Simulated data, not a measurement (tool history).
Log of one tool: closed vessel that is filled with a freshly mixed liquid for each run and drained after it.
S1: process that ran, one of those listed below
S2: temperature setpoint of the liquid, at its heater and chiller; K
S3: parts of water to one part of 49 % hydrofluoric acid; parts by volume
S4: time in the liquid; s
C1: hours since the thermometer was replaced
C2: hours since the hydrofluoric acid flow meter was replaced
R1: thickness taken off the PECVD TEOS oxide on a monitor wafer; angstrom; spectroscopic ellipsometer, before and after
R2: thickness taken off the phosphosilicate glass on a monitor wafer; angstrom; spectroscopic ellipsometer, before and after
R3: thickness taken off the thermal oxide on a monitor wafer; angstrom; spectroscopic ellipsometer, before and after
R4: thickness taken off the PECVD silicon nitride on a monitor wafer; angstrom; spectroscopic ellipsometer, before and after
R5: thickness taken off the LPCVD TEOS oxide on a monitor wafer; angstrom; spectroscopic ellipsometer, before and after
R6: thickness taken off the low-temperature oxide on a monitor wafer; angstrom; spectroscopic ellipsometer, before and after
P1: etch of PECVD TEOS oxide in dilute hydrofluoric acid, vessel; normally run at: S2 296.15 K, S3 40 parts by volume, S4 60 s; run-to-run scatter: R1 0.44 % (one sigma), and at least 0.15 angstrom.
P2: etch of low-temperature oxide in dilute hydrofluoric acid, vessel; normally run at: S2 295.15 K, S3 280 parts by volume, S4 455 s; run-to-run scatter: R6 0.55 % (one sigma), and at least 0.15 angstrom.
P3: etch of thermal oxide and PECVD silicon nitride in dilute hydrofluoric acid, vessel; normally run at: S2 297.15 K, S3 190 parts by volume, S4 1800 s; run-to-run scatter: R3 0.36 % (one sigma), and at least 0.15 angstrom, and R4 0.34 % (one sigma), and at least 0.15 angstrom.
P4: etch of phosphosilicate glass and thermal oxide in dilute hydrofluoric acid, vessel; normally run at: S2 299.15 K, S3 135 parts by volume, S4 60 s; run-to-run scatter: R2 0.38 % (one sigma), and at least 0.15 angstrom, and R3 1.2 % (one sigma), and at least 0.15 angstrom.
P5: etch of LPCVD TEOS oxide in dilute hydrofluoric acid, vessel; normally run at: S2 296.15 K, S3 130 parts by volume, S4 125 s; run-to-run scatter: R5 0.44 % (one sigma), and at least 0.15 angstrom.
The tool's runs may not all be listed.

| run | hour | S1 | S2 | S3 | S4 | C1 | C2 | R1 | R2 | R3 | R4 | R5 | R6 |
|---|---|---|---|---|---|---|---|---|---|---|---|---|---|
| 1 | 8.5 | P1 | 296.15 | 40 | 60 | 394.1 | 422.5 | 326.76 |  |  |  |  |  |
| 2 | 20.7 | P4 | 299.15 | 135 | 110 | 406.3 | 434.7 |  | 1266.1 | 37.458 |  |  |  |
| 3 | 30.3 | P3 | 297.15 | 60 | 1800 | 415.9 | 444.3 |  |  | 1516.4 | 886.66 |  |  |
| 4 | 39 | P1 | 296.15 | 40 | 60 | 424.6 | 453 | 330.06 |  |  |  |  |  |
| 5 | 49.3 | P1 | 296.15 | 20 | 30 | 434.9 | 463.3 | 336.68 |  |  |  |  |  |
| 6 | 56.6 | P1 | 290.15 | 40 | 90 | 442.2 | 470.6 | 382.56 |  |  |  |  |  |
| 7 | 70.7 | P4 | 299.15 | 135 | 60 | 456.3 | 484.7 |  | 688.97 | 20.881 |  |  |  |
| 8 | 83.8 | P4 | 299.15 | 20 | 60 | 469.4 | 497.8 |  | 5423.6 | 167.18 |  |  |  |
| 9 | 99.5 | P3 | 291.15 | 190 | 1800 | 485.1 | 513.5 |  |  | 324.98 | 190.73 |  |  |
| 10 | 109.3 | P1 | 296.15 | 40 | 110 | 494.9 | 523.3 | 606.27 |  |  |  |  |  |
| 11 | 121.6 | P5 | 296.15 | 130 | 50 | 507.2 | 535.6 |  |  |  |  | 89.97 |  |
| 12 | 129.4 | P1 | 296.15 | 40 | 60 | 515 | 543.4 | 329.69 |  |  |  |  |  |
| 13 | 143.8 | P1 | 290.15 | 70 | 60 | 529.4 | 557.8 | 140.58 |  |  |  |  |  |
| 14 | 154.3 | P1 | 296.15 | 40 | 60 | 539.9 | 568.3 | 327.78 |  |  |  |  |  |
| 15 | 168.6 | P2 | 295.15 | 280 | 455 | 554.2 | 582.6 |  |  |  |  |  | 197.33 |
| 16 | 183.6 | P4 | 299.15 | 135 | 60 | 569.2 | 597.6 |  | 689.85 | 20.995 |  |  |  |
| 17 | 192.6 | P2 | 295.15 | 280 | 80 | 578.2 | 606.6 |  |  |  |  |  | 34.329 |
| 18 | 202.6 | P5 | 296.15 | 130 | 125 | 588.2 | 616.6 |  |  |  |  | 227.05 |  |
| 19 | 218.2 | P3 | 297.15 | 190 | 3145 | 603.8 | 632.2 |  |  | 716.98 | 493.51 |  |  |
| 20 | 228.5 | P2 | 295.15 | 65 | 455 | 614.1 | 642.5 |  |  |  |  |  | 1063.9 |
| 21 | 243.7 | P4 | 292.65 | 135 | 60 | 629.3 | 657.7 |  | 534.9 | 16.39 |  |  |  |
| 22 | 254.7 | P2 | 301.15 | 280 | 455 | 640.3 | 668.7 |  |  |  |  |  | 242.23 |
|  | 256.3 | thermometer replaced |
| 23 | 264.4 | P1 | 296.15 | 40 | 30 | 8.1 | 678.4 | 163.77 |  |  |  |  |  |
| 24 | 275.2 | P3 | 297.15 | 190 | 1800 | 18.9 | 689.2 |  |  | 407.76 | 285.09 |  |  |
| 25 | 287.2 | P1 | 290.15 | 40 | 60 | 30.9 | 701.2 | 254.09 |  |  |  |  |  |
| 26 | 302.6 | P5 | 290.15 | 130 | 125 | 46.3 | 716.6 |  |  |  |  | 178.53 |  |
| 27 | 318.9 | P1 | 296.15 | 20 | 60 | 62.6 | 732.9 | 677.24 |  |  |  |  |  |
| 28 | 335.4 | P1 | 296.15 | 40 | 60 | 79.1 | 749.4 | 330.55 |  |  |  |  |  |
| 29 | 343.2 | P1 | 301.15 | 40 | 60 | 86.9 | 757.2 | 405.97 |  |  |  |  |  |
| 30 | 353.2 | P5 | 296.15 | 40 | 125 | 96.9 | 767.2 |  |  |  |  | 821.39 |  |
| 31 | 362.1 | P1 | 296.15 | 40 | 60 | 105.8 | 776.1 | 330.05 |  |  |  |  |  |
| 32 | 373.7 | P5 | 296.15 | 130 | 125 | 117.4 | 787.7 |  |  |  |  | 227.51 |  |
| 33 | 382.5 | P1 | 296.15 | 60 | 60 | 126.2 | 796.5 | 214 |  |  |  |  |  |
| 34 | 393.2 | P1 | 296.15 | 40 | 60 | 136.9 | 807.2 | 329.92 |  |  |  |  |  |
| 35 | 402.9 | P1 | 296.15 | 40 | 60 | 146.6 | 816.9 | 340.2 |  |  |  |  |  |
| 36 | 414.2 | P1 | 296.15 | 40 | 60 | 157.9 | 828.2 | 350.14 |  |  |  |  |  |
| 37 | 429.9 | P1 | 296.15 | 40 | 60 | 173.6 | 843.9 | 356.5 |  |  |  |  |  |
| 38 | 445.9 | P1 | 296.15 | 40 | 60 | 189.6 | 859.9 | 361.97 |  |  |  |  |  |
| 39 | 458.3 | P1 | 296.15 | 40 | 60 | 202 | 872.3 | 356.55 |  |  |  |  |  |
| 40 | 474.7 | P1 | 296.15 | 40 | 60 | 218.4 | 888.7 | 364.07 |  |  |  |  |  |
| 41 | 481.9 | P1 | 296.15 | 40 | 60 | 225.6 | 895.9 | 363.57 |  |  |  |  |  |
| 42 | 498.1 | P1 | 296.15 | 40 | 60 | 241.8 | 912.1 | 363.76 |  |  |  |  |  |
| 43 | 510.4 | P1 | 296.15 | 40 | 60 | 254.1 | 924.4 | 363.09 |  |  |  |  |  |

What P1 gives has crept away from where it was. These 2 causes fit the log equally well, each at the size given:
A: liquid hotter than its thermometer reads (K) = 2.4
B: hydrofluoric acid flow above the setpoint (%) = 9.94
The creep began at about hour 393.2.

4 check runs are offered, one wafer each, their results left as question marks. Which one tells the causes apart?
| check 1 | 522.7 | P2 | 295.15 | 75 | 455 |  |  |  |  |  |  |  | ? |
| check 2 | 522.7 | P3 | 297.15 | 80 | 1800 |  |  |  |  | ? | ? |  |  |
| check 3 | 522.7 | P5 | 291.65 | 130 | 125 |  |  |  |  |  |  | ? |  |
| check 4 | 522.7 | P4 | 293.65 | 40 | 60 |  |  |  | ? | ? |  |  |  |

What each check would give under each cause:
| check | result | if A | if B |
|---|---|---|---|
| check 1 | R6 | 1004.4 | 1010 |
| check 2 | R3 | 1219.1 | 1229.4 |
| check 2 | R4 | 782.54 | 733.43 |
| check 3 | R5 | 208.32 | 210.41 |
| check 4 | R2 | 2323.4 | 2318.6 |
| check 4 | R3 | 70.84 | 70.696 |
How far apart the two closest causes lie, in the result that separates them most: check 1 0.55 %; check 2 6.48 %; check 3 1 %; check 4 0.2 %
Check 2 tells the causes apart: in the others they would give nearly the same result.

Check 2 was then run and gave: R3 1221.4 angstrom; R4 786.16 angstrom. Which cause is it?

It is A: liquid hotter than its thermometer reads (K).
